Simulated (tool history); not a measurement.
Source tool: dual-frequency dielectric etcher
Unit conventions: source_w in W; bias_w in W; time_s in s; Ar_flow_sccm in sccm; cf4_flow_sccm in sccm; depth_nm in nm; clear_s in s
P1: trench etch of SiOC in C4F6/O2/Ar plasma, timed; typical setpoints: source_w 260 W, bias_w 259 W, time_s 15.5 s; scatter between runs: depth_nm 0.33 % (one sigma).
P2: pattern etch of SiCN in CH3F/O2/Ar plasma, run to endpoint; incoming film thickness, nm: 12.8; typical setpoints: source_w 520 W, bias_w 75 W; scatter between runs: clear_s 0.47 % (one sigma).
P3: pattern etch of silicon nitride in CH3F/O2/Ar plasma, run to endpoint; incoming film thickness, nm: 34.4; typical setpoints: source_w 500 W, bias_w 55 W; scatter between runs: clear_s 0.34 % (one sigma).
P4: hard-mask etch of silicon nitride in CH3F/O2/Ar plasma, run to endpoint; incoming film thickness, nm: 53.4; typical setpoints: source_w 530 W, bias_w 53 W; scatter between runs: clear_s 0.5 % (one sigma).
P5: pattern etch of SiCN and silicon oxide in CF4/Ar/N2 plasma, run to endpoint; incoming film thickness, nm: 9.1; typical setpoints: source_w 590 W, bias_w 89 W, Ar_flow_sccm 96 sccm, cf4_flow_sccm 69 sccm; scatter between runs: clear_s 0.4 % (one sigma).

run,day,process,source_w,bias_w,time_s,Ar_flow_sccm,cf4_flow_sccm,hours since the last wet clean,hours since the last source power generator calibration,hours since the last bias power generator calibration,depth_nm,clear_s
1,0.596,P1,260,259,15.5,,,294.2,1158.6,1654.6,30.898,
2,1.004,P2,520,75,,,,304.0,1168.4,1664.4,,29.3770
3,1.604,P5,590,122,,96,69,318.4,1182.8,1678.8,,6.9358
4,2.012,P1,260,259,15.5,,,328.2,1192.6,1688.6,30.823,
5,2.392,P3,380,55,,,,337.3,1201.7,1697.7,,57.4490
6,2.817,P1,180,259,20.0,,,347.5,1211.9,1707.9,34.646,
7,3.450,P4,530,53,,,,362.7,1227.1,1723.1,,77.9860
8,4.129,P3,500,32,,,,379.0,1243.4,1739.4,,60.7040
# day 4.192: wet clean of the chamber
9,4.812,P1,260,259,15.5,,,14.9,1259.8,1755.8,31.023,
10,5.446,P2,520,75,,,,30.1,1275.0,1771.0,,29.0880
11,5.804,P3,500,55,,,,38.7,1283.6,1779.6,,51.9660
12,6.433,P5,590,89,,96,96,53.8,1298.7,1794.7,,7.4325
13,6.825,P4,530,73,,,,63.2,1308.1,1804.1,,69.8140
14,7.492,P2,520,54,,,,79.2,1324.1,1820.1,,32.9650
15,8.167,P1,200,259,15.5,,,95.4,1340.3,1836.3,27.864,
16,8.717,P2,310,75,,,,108.6,1353.5,1849.5,,35.7670
17,9.388,P1,260,190,15.5,,,124.7,1369.6,1865.6,27.592,
18,9.846,P1,310,259,15.5,,,135.7,1380.6,1876.6,32.898,
19,10.212,P4,370,53,,,,144.5,1389.4,1885.4,,89.1260
20,10.754,P4,530,53,,,,157.5,1402.4,1898.4,,77.4070
21,11.188,P5,590,89,,96,69,167.9,1412.8,1908.8,,7.7330
22,11.750,P1,260,259,15.5,,,181.4,1426.3,1922.3,30.836,
23,12.233,P1,330,201,15.5,,,193.0,1437.9,1933.9,30.964,
24,12.596,P1,260,259,9.5,,,201.7,1446.6,1942.6,18.866,
25,13.100,P1,260,259,20.0,,,213.8,1458.7,1954.7,39.926,
26,13.688,P1,170,359,15.5,,,227.9,1472.8,1968.8,29.685,
27,14.183,P5,590,89,,96,69,239.8,1484.7,1980.7,,7.6909
28,14.517,P1,260,309,15.5,,,247.8,1492.7,1988.7,32.846,
29,14.846,P3,500,55,,,,255.7,1500.6,1996.6,,51.8010
30,15.283,P5,370,89,,96,69,266.2,1511.1,2007.1,,11.5660
31,15.650,P1,260,259,15.5,,,275.0,1519.9,2015.9,30.798,
32,16.050,P5,590,89,,56,69,284.6,1529.5,2025.5,,7.2175
33,16.717,P1,260,259,15.5,,,300.6,1545.5,2041.5,30.917,
34,17.250,P1,260,259,15.5,,,313.4,1558.3,2054.3,31.099,
35,17.712,P1,260,259,15.5,,,324.5,1569.4,2065.4,31.221,
36,18.075,P1,260,259,15.5,,,333.2,1578.1,2074.1,31.251,
# day 18.471: wet clean of the chamber
37,18.679,P1,260,259,15.5,,,5.0,1592.6,2088.6,31.318,
38,19.012,P1,260,259,15.5,,,13.0,1600.6,2096.6,31.122,
39,19.533,P1,260,259,15.5,,,25.5,1613.1,2109.1,31.153,
40,20.196,P1,260,259,15.5,,,41.4,1629.0,2125.0,31.455,
41,20.896,P1,260,259,15.5,,,58.2,1645.8,2141.8,31.350,
42,21.567,P1,260,259,15.5,,,74.3,1661.9,2157.9,31.280,

What P1 gives has crept away from where it was. These 2 causes fit the log equally well, each at the size given:
A: source power that arrives over what is set, % = 4.52
B: bias power that arrives over what is set, % = 4.88
Creep in the process output first set in at about day 16.717.
Why every other cause is out:
chamber walls in a state that raises the etch rate, %: was serviced at day 18.471, once the creep was under way, yet the earlier output never came back

You are offered 4 check runs, listed below with question marks in place of their results; each one averages 2 wafers. Which run separates the listed causes by giving clearly different results for each?
check 1,22.238,P4,380,53,,,,,,,,?
check 2,22.238,P2,370,75,,,,,,,,?
check 3,22.238,P5,590,89,,96,87,,,,,?
check 4,22.238,P3,400,33,,,,,,,,?

Predicted outcomes, by check and by cause:
check,result,if A,if B
check 1,clear_s,86.9340,87.0910
check 2,clear_s,32.8790,32.8590
check 3,clear_s,7.1804,7.3482
check 4,clear_s,64.7570,65.0540
How far apart the two closest causes lie, in the result that separates them most: check 1 0.18 %; check 2 0.06 %; check 3 2.31 %; check 4 0.46 %
Only in check 3 would the causes give clearly different results; in the remaining checks their results would be nearly the same.

The results of check 3 are: clear_s 7.1906 s. Based on these, which of the listed causes is it?

Of the candidate causes, it is A: source power that arrives over what is set, %.
